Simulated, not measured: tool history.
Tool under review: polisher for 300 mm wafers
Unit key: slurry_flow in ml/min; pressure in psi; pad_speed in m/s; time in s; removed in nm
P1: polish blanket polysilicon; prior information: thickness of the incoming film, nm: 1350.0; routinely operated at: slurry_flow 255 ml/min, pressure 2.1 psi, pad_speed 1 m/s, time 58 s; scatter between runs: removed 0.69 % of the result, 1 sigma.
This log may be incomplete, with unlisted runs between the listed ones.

run   hour  slurry_flow  pressure  pad_speed  time  removed
  1    9.8          255       2.1          1    58   292.51
  2   19.7          395       2.1          1    58   309.47
  3   29.5          255       2.1          1    58   295.28
  4   34.3          255       2.1       0.44    58   128.59
  5   42.7          155       2.1          1    58   274.82
  6   50.4          255         1          1    58   141.41
  7   55.1          255       2.1          1    90   459.78
  8   65.1          255       2.1          1    43   219.52
  9   70.4          255       2.1          1    58   298.52
 10   80.2          255         3          1    58   426.59
      81.3  -- slurry nozzle cleaned
 11   88.5          255       1.4          1    73   250.62
      89.3  -- head pressure recalibrated
 12   98.7          255       2.1       1.56    58   464.38
 13  105.3          255       2.1          1    58   297.85
 14  113.5          255       2.1          1    58   295.68
 15  121.5          255       2.1          1    58   292.05
 16  130.1          255       2.1          1    58   286.74
 17  137.9          255       2.1          1    58   282.27
 18    144          255       2.1          1    58    280.3
     148.7  -- head pressure recalibrated
 19  152.3          255       2.1          1    58   284.52
 20  162.4          255       2.1          1    58   279.03

Something has made what P1 gives creep away from where it was; the 2 causes below, each at its own stated size, fit the log equally well:
A: removal rate lost through wear of the pad, % = 5.03
B: slurry flow missing at the pad, % = 33.2
Creep in the process output first set in at about hour 113.5.
Ruled out, with reasons:
head's pressure below its setpoint, %: was serviced at hour 148.7, once the creep was under way, yet the earlier output never came back

The list below offers 4 check runs, each averaging the results of 5 wafers, and shows each result as a question mark. For which of them would the listed causes give clearly different results?
check 1  172.5          255       2.1        0.7    86        ?
check 2  172.5          255         1       1.46    58        ?
check 3  172.5          165       2.9          1    58        ?
check 4  172.5          255       2.1       0.52    79        ?

What every check run would give for each of its results, assuming each possible cause in turn:
  check   result    if A    if B
check 1  removed  291.64  291.67
check 2  removed  195.35  195.37
check 3  removed  366.73  357.49
check 4  removed  199.01  199.04
Smallest distance between any two causes, each pair judged by its most separating result, in per cent: check 1 0.01 %; check 2 0.01 %; check 3 2.55 %; check 4 0.01 %
Check 3 is the one run that separates the causes; every other check would come out nearly the same whichever cause is at work.

With check 3 done, the readings were: removed 357.06 nm. Identify which of the listed causes applies.

Of the candidate causes, it is B: slurry flow missing at the pad, %.
